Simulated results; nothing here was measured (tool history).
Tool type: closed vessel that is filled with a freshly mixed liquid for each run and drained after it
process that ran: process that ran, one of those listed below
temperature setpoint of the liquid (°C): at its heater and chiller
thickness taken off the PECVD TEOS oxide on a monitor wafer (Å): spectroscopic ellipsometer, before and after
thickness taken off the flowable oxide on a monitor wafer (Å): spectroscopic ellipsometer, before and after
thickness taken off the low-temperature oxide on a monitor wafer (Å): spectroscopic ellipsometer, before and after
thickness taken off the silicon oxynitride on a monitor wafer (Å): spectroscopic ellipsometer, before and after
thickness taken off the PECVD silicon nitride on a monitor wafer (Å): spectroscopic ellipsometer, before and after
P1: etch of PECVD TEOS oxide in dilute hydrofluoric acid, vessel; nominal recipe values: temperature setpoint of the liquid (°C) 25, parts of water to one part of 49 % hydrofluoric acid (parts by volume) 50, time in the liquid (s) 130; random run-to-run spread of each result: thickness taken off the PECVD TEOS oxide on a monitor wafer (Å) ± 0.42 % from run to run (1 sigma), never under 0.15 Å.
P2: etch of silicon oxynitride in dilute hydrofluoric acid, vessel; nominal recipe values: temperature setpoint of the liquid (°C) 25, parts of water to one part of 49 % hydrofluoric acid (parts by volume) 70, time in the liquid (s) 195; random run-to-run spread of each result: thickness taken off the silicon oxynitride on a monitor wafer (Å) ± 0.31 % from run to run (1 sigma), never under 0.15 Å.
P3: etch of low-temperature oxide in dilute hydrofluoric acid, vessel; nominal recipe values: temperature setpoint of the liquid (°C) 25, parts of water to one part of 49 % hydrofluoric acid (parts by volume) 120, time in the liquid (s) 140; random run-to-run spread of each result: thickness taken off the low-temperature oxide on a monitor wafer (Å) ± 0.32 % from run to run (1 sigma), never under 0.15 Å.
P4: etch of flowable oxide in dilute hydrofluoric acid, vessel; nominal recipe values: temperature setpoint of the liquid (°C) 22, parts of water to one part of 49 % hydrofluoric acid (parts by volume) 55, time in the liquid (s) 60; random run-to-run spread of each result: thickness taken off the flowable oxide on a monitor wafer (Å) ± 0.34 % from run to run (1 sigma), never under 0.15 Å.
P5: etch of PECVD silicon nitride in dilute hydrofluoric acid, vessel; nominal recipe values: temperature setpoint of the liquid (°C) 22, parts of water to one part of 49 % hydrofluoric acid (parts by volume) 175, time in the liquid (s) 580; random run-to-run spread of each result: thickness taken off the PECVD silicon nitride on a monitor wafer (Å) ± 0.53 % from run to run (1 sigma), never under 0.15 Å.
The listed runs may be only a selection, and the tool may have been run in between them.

| run | hour | process that ran | temperature setpoint of the liquid (°C) | parts of water to one part of 49 % hydrofluoric acid (parts by volume) | time in the liquid (s) | hours since the thermometer was replaced | hours since the hydrofluoric acid flow meter was replaced | thickness taken off the PECVD TEOS oxide on a monitor wafer (Å) | thickness taken off the flowable oxide on a monitor wafer (Å) | thickness taken off the low-temperature oxide on a monitor wafer (Å) | thickness taken off the silicon oxynitride on a monitor wafer (Å) | thickness taken off the PECVD silicon nitride on a monitor wafer (Å) |
|---|---|---|---|---|---|---|---|---|---|---|---|---|
| 1 | 5.3 | P1 | 25 | 50 | 130 | 883.9 | 532.9 | 306.23 |  |  |  |  |
| 2 | 9.7 | P1 | 32.5 | 50 | 190 | 888.3 | 537.3 | 602.2 |  |  |  |  |
| 3 | 13.3 | P4 | 28.5 | 55 | 60 | 891.9 | 540.9 |  | 595.03 |  |  |  |
| 4 | 17.2 | P4 | 22 | 20 | 60 | 895.8 | 544.8 |  | 1305 |  |  |  |
| 5 | 24 | P3 | 25 | 120 | 140 | 902.6 | 551.6 |  |  | 332.16 |  |  |
| 6 | 27.2 | P2 | 25 | 115 | 195 | 905.8 | 554.8 |  |  |  | 78.837 |  |
| 7 | 32.2 | P5 | 22 | 175 | 580 | 910.8 | 559.8 |  |  |  |  | 70.753 |
| 8 | 35.7 | P1 | 25 | 50 | 130 | 914.3 | 563.3 | 305.41 |  |  |  |  |
| 9 | 40.6 | P1 | 30 | 50 | 130 | 919.2 | 568.2 | 374.61 |  |  |  |  |
| 10 | 45.6 | P5 | 22 | 275 | 580 | 924.2 | 573.2 |  |  |  |  | 44.942 |
| 11 | 51.4 | P1 | 25 | 50 | 190 | 930 | 579 | 448.34 |  |  |  |  |
| 12 | 54.6 | P1 | 19 | 50 | 130 | 933.2 | 582.2 | 237.82 |  |  |  |  |
| 13 | 59.4 | P1 | 31.5 | 50 | 240 | 938 | 587 | 734.36 |  |  |  |  |
| 14 | 64.7 | P2 | 25 | 70 | 195 | 943.3 | 592.3 |  |  |  | 133.57 |  |
| 15 | 68.7 | P1 | 21.5 | 50 | 190 | 947.3 | 596.3 | 389.34 |  |  |  |  |
| 16 | 73.6 | P1 | 25 | 30 | 130 | 952.2 | 601.2 | 527.17 |  |  |  |  |
| 17 | 78 | P3 | 25 | 50 | 140 | 956.6 | 605.6 |  |  | 866.31 |  |  |
| 18 | 82.5 | P1 | 25 | 85 | 130 | 961.1 | 610.1 | 171.72 |  |  |  |  |
| 19 | 89.6 | P1 | 25 | 50 | 130 | 968.2 | 617.2 | 305.34 |  |  |  |  |
| 20 | 92.9 | P2 | 33 | 70 | 195 | 971.5 | 620.5 |  |  |  | 192.94 |  |
| 21 | 98.5 | P1 | 25 | 50 | 130 | 977.1 | 626.1 | 304.79 |  |  |  |  |
| 22 | 101.9 | P4 | 22 | 55 | 30 | 980.5 | 629.5 |  | 229.31 |  |  |  |
| 23 | 108.1 | P2 | 25 | 70 | 370 | 986.7 | 635.7 |  |  |  | 255.01 |  |
| 24 | 112.2 | P5 | 22 | 175 | 580 | 990.8 | 639.8 |  |  |  |  | 71.042 |
| 25 | 117.4 | P5 | 30 | 175 | 580 | 996 | 645 |  |  |  |  | 116.74 |
| 26 | 122.3 | P1 | 25 | 50 | 130 | 1000.9 | 649.9 | 305.7 |  |  |  |  |
|  | 125.7 | thermometer replaced |
| 27 | 129.5 | P3 | 25 | 120 | 270 | 3.8 | 657.1 |  |  | 636.75 |  |  |
| 28 | 133.4 | P1 | 25 | 50 | 30 | 7.7 | 661 | 71.086 |  |  |  |  |
| 29 | 140.6 | P1 | 25 | 50 | 130 | 14.9 | 668.2 | 306.13 |  |  |  |  |
|  | 142.6 | hydrofluoric acid flow meter replaced |
| 30 | 147.1 | P3 | 25 | 120 | 140 | 21.4 | 4.6 |  |  | 330.8 |  |  |
| 31 | 152.8 | P3 | 30.5 | 120 | 140 | 27.1 | 10.3 |  |  | 407.02 |  |  |
| 32 | 159.1 | P5 | 22 | 175 | 855 | 33.4 | 16.6 |  |  |  |  | 104.6 |
| 33 | 164.2 | P4 | 22 | 55 | 60 | 38.5 | 21.7 |  | 456.61 |  |  |  |
| 34 | 171.1 | P1 | 25 | 50 | 130 | 45.4 | 28.6 | 306.11 |  |  |  |  |
| 35 | 177.5 | P1 | 25 | 50 | 130 | 51.8 | 35 | 314.52 |  |  |  |  |
| 36 | 181.9 | P1 | 25 | 50 | 130 | 56.2 | 39.4 | 317.93 |  |  |  |  |
| 37 | 189.1 | P1 | 25 | 50 | 130 | 63.4 | 46.6 | 321.98 |  |  |  |  |
| 38 | 194.6 | P1 | 25 | 50 | 130 | 68.9 | 52.1 | 326.52 |  |  |  |  |
| 39 | 198.7 | P1 | 25 | 50 | 130 | 73 | 56.2 | 324.13 |  |  |  |  |
| 40 | 202.8 | P1 | 25 | 50 | 130 | 77.1 | 60.3 | 323.34 |  |  |  |  |

What P1 gives has crept off from where it sat before. The 2 causes that follow fit the log equally well, each at the size noted:
A: hydrofluoric acid flow above the setpoint (%) = 5.54
B: liquid hotter than its thermometer reads (K) = 1.42
Onset of the creep was near hour 171.1.

You are offered 4 check runs, listed below with question marks in place of their results; each one averages 2 wafers. Which run separates the listed causes by giving clearly different results for each?
| check 1 | 206.9 | P4 | 27.5 | 30 | 60 |  |  |  | ? |  |  |  |
| check 2 | 206.9 | P3 | 25 | 60 | 140 |  |  |  |  | ? |  |  |
| check 3 | 206.9 | P5 | 27.5 | 235 | 580 |  |  |  |  |  |  | ? |
| check 4 | 206.9 | P2 | 32 | 100 | 195 |  |  |  |  |  | ? |  |

Expected result of each check under each candidate cause:
| check | result | if A | if B |
|---|---|---|---|
| check 1 | thickness taken off the flowable oxide on a monitor wafer (Å) | 1152 | 1153.7 |
| check 2 | thickness taken off the low-temperature oxide on a monitor wafer (Å) | 755.38 | 754.64 |
| check 3 | thickness taken off the PECVD silicon nitride on a monitor wafer (Å) | 79.117 | 81.583 |
| check 4 | thickness taken off the silicon oxynitride on a monitor wafer (Å) | 133.52 | 133.86 |
Smallest distance between any two causes, each pair judged by its most separating result, in per cent: check 1 0.15 %; check 2 0.1 %; check 3 3.07 %; check 4 0.25 %
Only in check 3 would the causes give clearly different results; in the remaining checks their results would be nearly the same.

The results of check 3 are: thickness taken off the PECVD silicon nitride on a monitor wafer (Å) 79.09. Based on these, which of the listed causes is it?

The correct cause is A, namely: hydrofluoric acid flow above the setpoint (%).
